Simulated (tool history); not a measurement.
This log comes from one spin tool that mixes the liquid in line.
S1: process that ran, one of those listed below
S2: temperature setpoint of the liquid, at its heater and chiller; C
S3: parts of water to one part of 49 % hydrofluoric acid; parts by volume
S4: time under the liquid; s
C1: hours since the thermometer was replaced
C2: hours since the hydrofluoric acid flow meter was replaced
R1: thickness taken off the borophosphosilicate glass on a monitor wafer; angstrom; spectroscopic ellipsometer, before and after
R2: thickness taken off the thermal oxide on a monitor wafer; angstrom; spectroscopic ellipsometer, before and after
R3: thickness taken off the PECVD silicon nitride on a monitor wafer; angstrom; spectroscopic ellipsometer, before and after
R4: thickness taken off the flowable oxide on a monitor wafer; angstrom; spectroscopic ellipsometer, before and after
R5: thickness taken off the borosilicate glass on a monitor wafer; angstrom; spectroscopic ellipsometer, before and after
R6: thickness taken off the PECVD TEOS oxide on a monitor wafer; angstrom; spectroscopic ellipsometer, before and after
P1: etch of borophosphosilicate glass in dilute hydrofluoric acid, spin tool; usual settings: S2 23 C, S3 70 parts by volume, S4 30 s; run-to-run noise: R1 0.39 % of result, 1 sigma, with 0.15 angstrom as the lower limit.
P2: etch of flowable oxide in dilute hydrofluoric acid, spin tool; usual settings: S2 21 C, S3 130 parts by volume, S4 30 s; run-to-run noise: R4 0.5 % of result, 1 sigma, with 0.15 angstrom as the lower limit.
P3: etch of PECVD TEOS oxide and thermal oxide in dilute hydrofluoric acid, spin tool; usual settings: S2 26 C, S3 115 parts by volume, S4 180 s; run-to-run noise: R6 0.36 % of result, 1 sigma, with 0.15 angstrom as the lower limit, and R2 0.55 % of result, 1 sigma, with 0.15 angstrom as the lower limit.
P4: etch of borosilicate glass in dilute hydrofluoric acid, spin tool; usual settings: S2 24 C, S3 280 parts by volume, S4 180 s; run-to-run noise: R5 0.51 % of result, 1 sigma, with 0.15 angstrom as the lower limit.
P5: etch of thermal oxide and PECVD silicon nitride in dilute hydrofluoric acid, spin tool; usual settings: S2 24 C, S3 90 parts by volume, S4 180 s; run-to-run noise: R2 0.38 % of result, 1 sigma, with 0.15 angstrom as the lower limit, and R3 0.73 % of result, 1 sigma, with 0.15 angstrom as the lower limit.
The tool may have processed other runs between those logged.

run,hour,S1,S2,S3,S4,C1,C2,R1,R2,R3,R4,R5,R6
1,8.6,P1,23,70,30,234.5,411.9,122.98,,,,,
2,18.3,P1,23,25,30,244.2,421.6,363.46,,,,,
3,26.8,P5,24,90,75,252.7,430.1,,40.796,14.389,,,
4,36.7,P1,23,70,50,262.6,440,204.14,,,,,
5,43.3,P2,21,225,30,269.2,446.6,,,,69.62,,
6,52.5,P1,23,70,30,278.4,455.8,122.99,,,,,
7,60.5,P2,21,130,30,286.4,463.8,,,,132.24,,
8,67.6,P1,19,70,30,293.5,470.9,103.47,,,,,
9,74.1,P1,23,70,15,300,477.4,60.982,,,,,
10,80,P4,18.5,280,180,305.9,483.3,,,,,93.732,
11,85.3,P4,24,280,70,311.2,488.6,,,,,44.42,
12,92.4,P2,21,130,15,318.3,495.7,,,,66.336,,
13,100,P3,26,115,325,325.9,503.3,,147.52,,,,272.82
14,105.8,P3,26,25,180,331.7,509.1,,422.47,,,,788.34
15,115.3,P1,23,70,30,341.2,518.6,121.87,,,,,
16,120.6,P1,23,110,55,346.5,523.9,135.6,,,,,
17,127.8,P1,23,70,30,353.7,531.1,122.41,,,,,
18,133.4,P5,31.5,90,180,359.3,536.7,,129.56,56.476,,,
19,139.6,P5,24,20,180,365.5,542.9,,479.51,152.53,,,
20,145.4,P4,24,80,180,371.3,548.7,,,,,507.82,
21,155.7,P2,28,130,30,381.6,559,,,,174.14,,
22,160.7,P3,26,115,180,386.6,564,,80.598,,,,152.1
23,170.6,P4,24,280,180,396.5,573.9,,,,,114.49,
24,176.1,P5,24,90,180,402,579.4,,97.301,34.921,,,
25,185.1,P1,23,70,30,411,588.4,123.24,,,,,
26,193.6,P1,23,70,30,419.5,596.9,122.44,,,,,
27,199.6,P5,24,90,180,425.5,602.9,,97.998,35.514,,,
28,205,P2,21,130,30,430.9,608.3,,,,131.67,,
29,209.7,P1,27,35,30,435.6,613,302.23,,,,,
30,216.6,P1,23,100,30,442.5,619.9,82.126,,,,,
31,224.5,P1,30,70,30,450.4,627.8,162.38,,,,,
32,232.2,P3,30,115,180,458.1,635.5,,94.803,,,,175.3
33,237.7,P1,23,70,30,463.6,641,121.97,,,,,
34,243.3,P1,23,70,30,469.2,646.6,124.32,,,,,
35,248.7,P1,23,70,30,474.6,652,125.48,,,,,
36,259.6,P1,23,70,30,485.5,662.9,127.59,,,,,
37,267.5,P1,23,70,30,493.4,670.8,129.37,,,,,
38,273.7,P1,23,70,30,499.6,677,130.09,,,,,
39,278.8,P1,23,70,30,504.7,682.1,129.88,,,,,
40,288.6,P1,23,70,30,514.5,691.9,130.22,,,,,
41,297.7,P1,23,70,30,523.6,701,131.15,,,,,
42,308.4,P1,23,70,30,534.3,711.7,130.22,,,,,
43,314.8,P1,23,70,30,540.7,718.1,131.07,,,,,
44,322.2,P1,23,70,30,548.1,725.5,130.95,,,,,

What P1 gives has crept off from where it sat before. The 2 causes that follow fit the log equally well, each at the size noted:
A: liquid hotter than its thermometer reads (K) = 1.75
B: hydrofluoric acid flow above the setpoint (%) = 6.73
The creep began at about hour 237.7.

Of the 4 check runs below, each run on 2 wafers with the results averaged and each result still a question mark, which one would tell the listed causes apart?
check 1,329.6,P2,25.5,130,30,,,,,,?,,
check 2,329.6,P3,26,75,180,,,,?,,,,?
check 3,329.6,P5,31,90,180,,,,?,?,,,
check 4,329.6,P4,24,110,180,,,,,,,?,

If the cause were each of the candidates in turn, the checks would give the following:
check,result,if A,if B
check 1,R4,168.39,169.89
check 2,R2,140.61,140.97
check 2,R6,261.57,262.25
check 3,R2,136.16,137.33
check 3,R3,61.254,58.665
check 4,R5,375.38,377.39
Per check, the gap between the least separated pair of causes, taken in the result that splits them most: check 1 0.89 %; check 2 0.26 %; check 3 4.32 %; check 4 0.53 %
Check 3 tells the causes apart: in the others they would give nearly the same result.

Check 3 was then run and gave: R2 136.44 angstrom; R3 60.934 angstrom. Which cause is it?

It is A: liquid hotter than its thermometer reads (K).

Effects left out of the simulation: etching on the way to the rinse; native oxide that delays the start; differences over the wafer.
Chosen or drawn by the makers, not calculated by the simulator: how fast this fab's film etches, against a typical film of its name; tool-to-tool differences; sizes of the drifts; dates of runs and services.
